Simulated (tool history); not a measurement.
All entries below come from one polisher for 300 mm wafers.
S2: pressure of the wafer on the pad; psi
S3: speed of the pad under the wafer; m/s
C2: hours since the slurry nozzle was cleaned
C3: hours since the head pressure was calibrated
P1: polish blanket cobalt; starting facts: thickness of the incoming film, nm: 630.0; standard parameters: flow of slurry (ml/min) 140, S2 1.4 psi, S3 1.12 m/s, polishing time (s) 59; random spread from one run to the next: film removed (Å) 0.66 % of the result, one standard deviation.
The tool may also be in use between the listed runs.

{"run": 1, "hour": 11.9, "flow of slurry (ml/min)": 140, "S2": 1.4, "S3": 1.12, "polishing time (s)": 59, "wafers polished on this pad": 661, "C2": 165.4, "C3": 294.9, "film removed (Å)": 2299.0}
{"run": 2, "hour": 23.5, "flow of slurry (ml/min)": 140, "S2": 1.4, "S3": 1.12, "polishing time (s)": 59, "wafers polished on this pad": 753, "C2": 177.0, "C3": 306.5, "film removed (Å)": 2305.7}
{"run": 3, "hour": 34.2, "flow of slurry (ml/min)": 140, "S2": 0.7, "S3": 1.12, "polishing time (s)": 43, "wafers polished on this pad": 837, "C2": 187.7, "C3": 317.2, "film removed (Å)": 836.62}
{"run": 4, "hour": 44.9, "flow of slurry (ml/min)": 140, "S2": 0.6, "S3": 1.12, "polishing time (s)": 59, "wafers polished on this pad": 922, "C2": 198.4, "C3": 327.9, "film removed (Å)": 989.6}
{"run": 5, "hour": 59.8, "flow of slurry (ml/min)": 140, "S2": 1.4, "S3": 1.12, "polishing time (s)": 59, "wafers polished on this pad": 1040, "C2": 213.3, "C3": 342.8, "film removed (Å)": 2299.8}
{"run": 6, "hour": 71.2, "flow of slurry (ml/min)": 140, "S2": 1.4, "S3": 1.12, "polishing time (s)": 59, "wafers polished on this pad": 1130, "C2": 224.7, "C3": 354.2, "film removed (Å)": 2304.6}
{"run": 7, "hour": 84.4, "flow of slurry (ml/min)": 140, "S2": 1.4, "S3": 1.12, "polishing time (s)": 59, "wafers polished on this pad": 1235, "C2": 237.9, "C3": 367.4, "film removed (Å)": 2307.7}
{"run": 8, "hour": 99.0, "flow of slurry (ml/min)": 85, "S2": 1.4, "S3": 1.12, "polishing time (s)": 59, "wafers polished on this pad": 1350, "C2": 252.5, "C3": 382.0, "film removed (Å)": 2033.5}
{"run": 9, "hour": 106.1, "flow of slurry (ml/min)": 140, "S2": 0.7, "S3": 1.76, "polishing time (s)": 59, "wafers polished on this pad": 1407, "C2": 259.6, "C3": 389.1, "film removed (Å)": 1789.3}
{"run": 10, "hour": 115.8, "flow of slurry (ml/min)": 140, "S2": 1.4, "S3": 1.12, "polishing time (s)": 59, "wafers polished on this pad": 1483, "C2": 269.3, "C3": 398.8, "film removed (Å)": 2307.6}
{"run": 11, "hour": 129.1, "flow of slurry (ml/min)": 215, "S2": 1.4, "S3": 1.12, "polishing time (s)": 59, "wafers polished on this pad": 1589, "C2": 282.6, "C3": 412.1, "film removed (Å)": 2471.6}
{"run": 12, "hour": 141.4, "flow of slurry (ml/min)": 140, "S2": 1.4, "S3": 0.56, "polishing time (s)": 59, "wafers polished on this pad": 1686, "C2": 294.9, "C3": 424.4, "film removed (Å)": 1150.4}
{"run": 13, "hour": 157.6, "flow of slurry (ml/min)": 140, "S2": 1.4, "S3": 1.12, "polishing time (s)": 84, "wafers polished on this pad": 1814, "C2": 311.1, "C3": 440.6, "film removed (Å)": 3283.3}
{"run": 14, "hour": 165.5, "flow of slurry (ml/min)": 140, "S2": 2.2, "S3": 1.12, "polishing time (s)": 59, "wafers polished on this pad": 1877, "C2": 319.0, "C3": 448.5, "film removed (Å)": 3589.6}
{"run": 15, "hour": 175.6, "flow of slurry (ml/min)": 140, "S2": 1.4, "S3": 1.12, "polishing time (s)": 28, "wafers polished on this pad": 1957, "C2": 329.1, "C3": 458.6, "film removed (Å)": 1093.6}
{"run": 16, "hour": 188.6, "flow of slurry (ml/min)": 140, "S2": 1.4, "S3": 1.12, "polishing time (s)": 59, "wafers polished on this pad": 2060, "C2": 342.1, "C3": 471.6, "film removed (Å)": 2321.6}
{"run": 17, "hour": 199.4, "flow of slurry (ml/min)": 105, "S2": 1.4, "S3": 1.12, "polishing time (s)": 40, "wafers polished on this pad": 2145, "C2": 352.9, "C3": 482.4, "film removed (Å)": 1482.9}
{"run": 18, "hour": 213.2, "flow of slurry (ml/min)": 140, "S2": 1.4, "S3": 1.76, "polishing time (s)": 59, "wafers polished on this pad": 2254, "C2": 366.7, "C3": 496.2, "film removed (Å)": 3634.6}
{"run": 19, "hour": 225.9, "flow of slurry (ml/min)": 140, "S2": 1.4, "S3": 1.12, "polishing time (s)": 59, "wafers polished on this pad": 2355, "C2": 379.4, "C3": 508.9, "film removed (Å)": 2286.0}

Forecast run 20:
{"run": 20, "hour": 239.6, "flow of slurry (ml/min)": 140, "S2": 1.4, "S3": 1.12, "polishing time (s)": 59, "wafers polished on this pad": 2463, "C2": 393.1, "C3": 522.6, "film removed (Å)": "?"}

{"run 20": {"film removed (Å)": 2203.5}}

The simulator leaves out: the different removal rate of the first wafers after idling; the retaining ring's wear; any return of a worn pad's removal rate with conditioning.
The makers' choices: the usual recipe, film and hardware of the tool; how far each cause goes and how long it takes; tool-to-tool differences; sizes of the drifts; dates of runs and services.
